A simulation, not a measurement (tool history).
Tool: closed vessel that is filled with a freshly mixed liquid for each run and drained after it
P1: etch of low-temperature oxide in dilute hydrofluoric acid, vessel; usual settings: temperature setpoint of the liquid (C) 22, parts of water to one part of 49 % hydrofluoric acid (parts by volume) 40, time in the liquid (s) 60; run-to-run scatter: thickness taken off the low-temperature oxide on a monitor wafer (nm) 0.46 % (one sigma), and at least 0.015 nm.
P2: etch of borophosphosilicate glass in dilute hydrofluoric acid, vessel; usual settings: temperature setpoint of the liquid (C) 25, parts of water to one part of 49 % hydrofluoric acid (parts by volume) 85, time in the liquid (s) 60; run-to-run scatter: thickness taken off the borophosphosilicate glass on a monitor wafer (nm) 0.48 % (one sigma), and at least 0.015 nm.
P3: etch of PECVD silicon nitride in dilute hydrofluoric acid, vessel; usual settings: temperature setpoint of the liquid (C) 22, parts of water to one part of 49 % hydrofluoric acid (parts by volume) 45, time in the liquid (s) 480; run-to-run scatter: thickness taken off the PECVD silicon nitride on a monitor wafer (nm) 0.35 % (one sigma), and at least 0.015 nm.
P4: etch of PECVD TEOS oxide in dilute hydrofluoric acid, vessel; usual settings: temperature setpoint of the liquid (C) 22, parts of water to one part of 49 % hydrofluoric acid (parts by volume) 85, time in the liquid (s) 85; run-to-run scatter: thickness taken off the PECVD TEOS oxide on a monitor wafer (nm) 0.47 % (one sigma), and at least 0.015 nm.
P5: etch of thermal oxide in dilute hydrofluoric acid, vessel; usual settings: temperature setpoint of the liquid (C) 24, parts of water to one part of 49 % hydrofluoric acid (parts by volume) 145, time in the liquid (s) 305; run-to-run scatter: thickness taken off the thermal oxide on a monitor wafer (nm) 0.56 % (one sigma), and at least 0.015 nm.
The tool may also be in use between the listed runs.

run     day  process that ran  temperature setpoint of the liquid (C)  parts of water to one part of 49 % hydrofluoric acid (parts by volume)  time in the liquid (s)  hours since the thermometer was replaced  hours since the hydrofluoric acid flow meter was replaced  thickness taken off the low-temperature oxide on a monitor wafer (nm)  thickness taken off the PECVD silicon nitride on a monitor wafer (nm)  thickness taken off the PECVD TEOS oxide on a monitor wafer (nm)  thickness taken off the borophosphosilicate glass on a monitor wafer (nm)  thickness taken off the thermal oxide on a monitor wafer (nm)
  1   0.642                P1                                      22                                                                      40                      60                                     342.1                                                      525.4                                                                 53.775
  2   1.250                P3                                      22                                                                      45                     480                                     356.7                                                      540.0                                                                                                                                        53.373
  3   1.946                P1                                      30                                                                      40                      60                                     373.4                                                      556.7                                                                 74.557
  4   2.700                P4                                      22                                                                      85                      85                                     391.5                                                      574.8                                                                                                                                                                                                         10.0740
  5   3.154                P4                                      17                                                                      85                      85                                     402.4                                                      585.7                                                                                                                                                                                                          8.2120
  6   3.604                P1                                      28                                                                      60                      60                                     413.2                                                      596.5                                                                 44.086
  7   4.300                P2                                      25                                                                      85                      95                                     429.9                                                      613.2                                                                                                                                                                                                                                                                                     54.090
  8   4.838                P1                                      22                                                                      40                      60                                     442.8                                                      626.1                                                                 53.331
  9   5.250                P2                                      25                                                                     120                      60                                     452.7                                                      636.0                                                                                                                                                                                                                                                                                     23.039
 10   5.854                P5                                      24                                                                     145                     305                                     467.2                                                      650.5                                                                                                                                                                                                                                                                                                                                                    9.7713
 11   6.279                P2                                      25                                                                      85                      60                                     477.4                                                      660.7                                                                                                                                                                                                                                                                                     34.096
 12   7.025                P1                                      22                                                                      40                      60                                     495.3                                                      678.6                                                                 53.205
 13   7.358                P1                                      22                                                                      25                      60                                     503.3                                                      686.6                                                                 87.944
 14   7.900                P4                                      22                                                                      85                      85                                     516.3                                                      699.6                                                                                                                                                                                                         10.0950
 15   8.654                P1                                      22                                                                      40                      30                                     534.4                                                      717.7                                                                 26.909
      9.175  -- thermometer replaced
 16   9.429                P1                                      22                                                                      40                     100                                       6.1                                                      736.3                                                                 89.557
 17  10.121                P3                                      22                                                                      45                     480                                      22.7                                                      752.9                                                                                                                                        53.306
 18  10.850                P3                                      17                                                                      45                     480                                      40.2                                                      770.4                                                                                                                                        37.703
 19  11.596                P1                                      22                                                                      55                      60                                      58.1                                                      788.3                                                                 38.444
 20  12.250                P5                                      24                                                                     145                      80                                      73.8                                                      804.0                                                                                                                                                                                                                                                                                                                                                    2.5422
 21  12.758                P4                                      22                                                                      85                     155                                      86.0                                                      816.2                                                                                                                                                                                                         18.3320

Forecast run 22:
 22  13.292                P4                                      22                                                                     135                      85                                      98.8                                                      829.0                                                                                                                                                                                                               ?

Run 22 gave thickness taken off the PECVD TEOS oxide on a monitor wafer (nm) 5.9795.
